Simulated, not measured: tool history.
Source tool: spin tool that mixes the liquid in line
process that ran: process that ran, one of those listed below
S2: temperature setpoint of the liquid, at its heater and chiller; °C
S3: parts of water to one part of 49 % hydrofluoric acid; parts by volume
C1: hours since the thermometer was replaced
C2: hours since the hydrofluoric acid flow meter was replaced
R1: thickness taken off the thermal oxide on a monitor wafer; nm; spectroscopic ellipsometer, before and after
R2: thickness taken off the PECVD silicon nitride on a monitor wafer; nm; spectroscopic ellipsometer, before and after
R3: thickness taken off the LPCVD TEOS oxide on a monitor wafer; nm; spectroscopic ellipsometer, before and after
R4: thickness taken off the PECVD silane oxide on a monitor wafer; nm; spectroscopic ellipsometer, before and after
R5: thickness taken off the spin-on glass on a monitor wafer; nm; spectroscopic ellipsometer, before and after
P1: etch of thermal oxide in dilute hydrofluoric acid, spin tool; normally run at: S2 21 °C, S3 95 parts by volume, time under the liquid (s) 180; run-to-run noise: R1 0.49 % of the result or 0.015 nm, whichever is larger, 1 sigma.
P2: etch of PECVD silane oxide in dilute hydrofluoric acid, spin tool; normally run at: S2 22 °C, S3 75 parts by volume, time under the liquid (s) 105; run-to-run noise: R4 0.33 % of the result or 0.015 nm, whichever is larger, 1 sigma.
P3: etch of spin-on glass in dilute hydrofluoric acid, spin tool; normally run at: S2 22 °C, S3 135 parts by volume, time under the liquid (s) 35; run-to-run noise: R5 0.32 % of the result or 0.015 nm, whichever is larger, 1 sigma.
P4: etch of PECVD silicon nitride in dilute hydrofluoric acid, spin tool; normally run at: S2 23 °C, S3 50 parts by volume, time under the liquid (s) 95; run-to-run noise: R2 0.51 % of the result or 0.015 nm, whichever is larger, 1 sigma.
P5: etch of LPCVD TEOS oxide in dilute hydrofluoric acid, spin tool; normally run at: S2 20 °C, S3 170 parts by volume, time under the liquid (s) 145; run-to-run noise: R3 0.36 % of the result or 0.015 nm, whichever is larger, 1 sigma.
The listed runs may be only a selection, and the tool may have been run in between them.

Run 1, hour 4: process that ran P1, S2 21 °C, S3 95 parts by volume, time under the liquid (s) 180; C1 367.6; C2 176.8. Result: R1 7.94 nm.
Run 2, hour 8.5: process that ran P1, S2 17 °C, S3 170 parts by volume, time under the liquid (s) 180; C1 372.1; C2 181.3. Result: R1 3.4071 nm.
Run 3, hour 14.8: process that ran P1, S2 17 °C, S3 95 parts by volume, time under the liquid (s) 180; C1 378.4; C2 187.6. Result: R1 6.7053 nm.
Run 4, hour 21.1: process that ran P1, S2 21 °C, S3 50 parts by volume, time under the liquid (s) 180; C1 384.7; C2 193.9. Result: R1 15.812 nm.
Run 5, hour 28.7: process that ran P1, S2 21 °C, S3 95 parts by volume, time under the liquid (s) 180; C1 392.3; C2 201.5. Result: R1 7.8526 nm.
Run 6, hour 35.6: process that ran P4, S2 19 °C, S3 50 parts by volume, time under the liquid (s) 95; C1 399.2; C2 208.4. Result: R2 6.1181 nm.
Run 7, hour 41.8: process that ran P5, S2 20 °C, S3 170 parts by volume, time under the liquid (s) 145; C1 405.4; C2 214.6. Result: R3 36.722 nm.
Run 8, hour 48.5: process that ran P2, S2 22 °C, S3 20 parts by volume, time under the liquid (s) 105; C1 412.1; C2 221.3. Result: R4 198.56 nm.
Run 9, hour 54: process that ran P4, S2 23 °C, S3 20 parts by volume, time under the liquid (s) 95; C1 417.6; C2 226.8. Result: R2 19.488 nm.
Run 10, hour 57.9: process that ran P3, S2 27.5 °C, S3 135 parts by volume, time under the liquid (s) 35; C1 421.5; C2 230.7. Result: R5 10.325 nm.
Run 11, hour 62.7: process that ran P1, S2 21 °C, S3 45 parts by volume, time under the liquid (s) 60; C1 426.3; C2 235.5. Result: R1 5.867 nm.
Run 12, hour 69.8: process that ran P1, S2 21 °C, S3 95 parts by volume, time under the liquid (s) 180; C1 433.4; C2 242.6. Result: R1 7.8076 nm.
Run 13, hour 76.5: process that ran P5, S2 20 °C, S3 170 parts by volume, time under the liquid (s) 20; C1 440.1; C2 249.3. Result: R3 5.0196 nm.
Run 14, hour 82.1: process that ran P1, S2 21 °C, S3 95 parts by volume, time under the liquid (s) 295; C1 445.7; C2 254.9. Result: R1 12.911 nm.
Run 15, hour 89.7: process that ran P1, S2 21 °C, S3 95 parts by volume, time under the liquid (s) 75; C1 453.3; C2 262.5. Result: R1 3.2709 nm.
Run 16, hour 94: process that ran P3, S2 22 °C, S3 135 parts by volume, time under the liquid (s) 35; C1 457.6; C2 266.8. Result: R5 8.3515 nm.
Run 17, hour 98.5: process that ran P2, S2 22 °C, S3 75 parts by volume, time under the liquid (s) 105; C1 462.1; C2 271.3. Result: R4 49.658 nm.
Run 18, hour 103.8: process that ran P5, S2 17 °C, S3 170 parts by volume, time under the liquid (s) 145; C1 467.4; C2 276.6. Result: R3 32.606 nm.
Run 19, hour 108.2: process that ran P4, S2 23 °C, S3 50 parts by volume, time under the liquid (s) 175; C1 471.8; C2 281. Result: R2 14.762 nm.
Run 20, hour 113.1: process that ran P4, S2 23 °C, S3 50 parts by volume, time under the liquid (s) 95; C1 476.7; C2 285.9. Result: R2 8.0394 nm.
Run 21, hour 119.1: process that ran P1, S2 21 °C, S3 95 parts by volume, time under the liquid (s) 180; C1 482.7; C2 291.9. Result: R1 7.8972 nm.
Run 22, hour 124: process that ran P5, S2 20 °C, S3 35 parts by volume, time under the liquid (s) 145; C1 487.6; C2 296.8. Result: R3 207.83 nm.
Run 23, hour 131.8: process that ran P1, S2 25.5 °C, S3 155 parts by volume, time under the liquid (s) 180; C1 495.4; C2 304.6. Result: R1 5.3875 nm.
Run 24, hour 138.3: process that ran P2, S2 30 °C, S3 75 parts by volume, time under the liquid (s) 105; C1 501.9; C2 311.1. Result: R4 68.684 nm.
Run 25, hour 143: process that ran P3, S2 22 °C, S3 135 parts by volume, time under the liquid (s) 15; C1 506.6; C2 315.8. Result: R5 3.5578 nm.
Run 26, hour 148.9: process that ran P1, S2 21 °C, S3 95 parts by volume, time under the liquid (s) 180; C1 512.5; C2 321.7. Result: R1 7.8133 nm.
Run 27, hour 156.5: process that ran P2, S2 22 °C, S3 75 parts by volume, time under the liquid (s) 40; C1 520.1; C2 329.3. Result: R4 18.997 nm.
Run 28, hour 160.7: process that ran P3, S2 22 °C, S3 40 parts by volume, time under the liquid (s) 35; C1 524.3; C2 333.5. Result: R5 31.646 nm.
Run 29, hour 168.5: process that ran P1, S2 28 °C, S3 95 parts by volume, time under the liquid (s) 180; C1 532.1; C2 341.3. Result: R1 10.251 nm.
Run 30, hour 175.2: process that ran P1, S2 21 °C, S3 145 parts by volume, time under the liquid (s) 180; C1 538.8; C2 348. Result: R1 4.8769 nm.
Run 31, hour 180.6: process that ran P1, S2 21 °C, S3 95 parts by volume, time under the liquid (s) 180; C1 544.2; C2 353.4. Result: R1 7.9026 nm.
Run 32, hour 188.1: process that ran P1, S2 21 °C, S3 95 parts by volume, time under the liquid (s) 180; C1 551.7; C2 360.9. Result: R1 7.8743 nm.
Run 33, hour 194.7: process that ran P1, S2 21 °C, S3 95 parts by volume, time under the liquid (s) 180; C1 558.3; C2 367.5. Result: R1 8.0814 nm.
Run 34, hour 199.8: process that ran P1, S2 21 °C, S3 95 parts by volume, time under the liquid (s) 180; C1 563.4; C2 372.6. Result: R1 8.073 nm.
Run 35, hour 206.8: process that ran P1, S2 21 °C, S3 95 parts by volume, time under the liquid (s) 180; C1 570.4; C2 379.6. Result: R1 8.2162 nm.
Run 36, hour 210.9: process that ran P1, S2 21 °C, S3 95 parts by volume, time under the liquid (s) 180; C1 574.5; C2 383.7. Result: R1 8.1776 nm.
Run 37, hour 215.7: process that ran P1, S2 21 °C, S3 95 parts by volume, time under the liquid (s) 180; C1 579.3; C2 388.5. Result: R1 8.2907 nm.
Run 38, hour 223.4: process that ran P1, S2 21 °C, S3 95 parts by volume, time under the liquid (s) 180; C1 587; C2 396.2. Result: R1 8.2995 nm.
Run 39, hour 227.4: process that ran P1, S2 21 °C, S3 95 parts by volume, time under the liquid (s) 180; C1 591; C2 400.2. Result: R1 8.3165 nm.
Run 40, hour 234.1: process that ran P1, S2 21 °C, S3 95 parts by volume, time under the liquid (s) 180; C1 597.7; C2 406.9. Result: R1 8.3052 nm.
Run 41, hour 239.2: process that ran P1, S2 21 °C, S3 95 parts by volume, time under the liquid (s) 180; C1 602.8; C2 412. Result: R1 8.2779 nm.
Run 42, hour 243.3: process that ran P1, S2 21 °C, S3 95 parts by volume, time under the liquid (s) 180; C1 606.9; C2 416.1. Result: R1 8.3416 nm.
Run 43, hour 247.7: process that ran P1, S2 21 °C, S3 95 parts by volume, time under the liquid (s) 180; C1 611.3; C2 420.5. Result: R1 8.3392 nm.

What P1 gives has crept away from where it was. These 2 causes fit the log equally well, each at the size given:
A: liquid hotter than its thermometer reads (K) = 1.47
B: hydrofluoric acid flow above the setpoint (%) = 5.52
The process output started creeping at around hour 188.1.

Which of the 4 check runs listed below separates the causes, so that each cause would produce a clearly different result? Each run uses one wafer, and its results are marked with question marks.
Run check 1, hour 252.1: process that ran P4, S2 23 °C, S3 50 parts by volume, time under the liquid (s) 170. Result: R2 ?.
Run check 2, hour 252.1: process that ran P2, S2 26.5 °C, S3 75 parts by volume, time under the liquid (s) 105. Result: R4 ?.
Run check 3, hour 252.1: process that ran P3, S2 22 °C, S3 70 parts by volume, time under the liquid (s) 35. Result: R5 ?.
Run check 4, hour 252.1: process that ran P5, S2 17 °C, S3 100 parts by volume, time under the liquid (s) 145. Result: R3 ?.

How each check would come out, cause by cause:
  check  result    if A    if B
check 1      R2  15.831  15.107
check 2      R4  63.132  63.214
check 3      R5   18.49  18.453
check 4      R3  62.774  62.621
Smallest distance between any two causes, each pair judged by its most separating result, in per cent: check 1 4.68 %; check 2 0.13 %; check 3 0.2 %; check 4 0.24 %
Only in check 1 would the causes give clearly different results; in the remaining checks their results would be nearly the same.

Check 1 was carried out, with these results: R2 15.703 nm. Which of the listed causes is responsible?

A is the cause: liquid hotter than its thermometer reads (K).
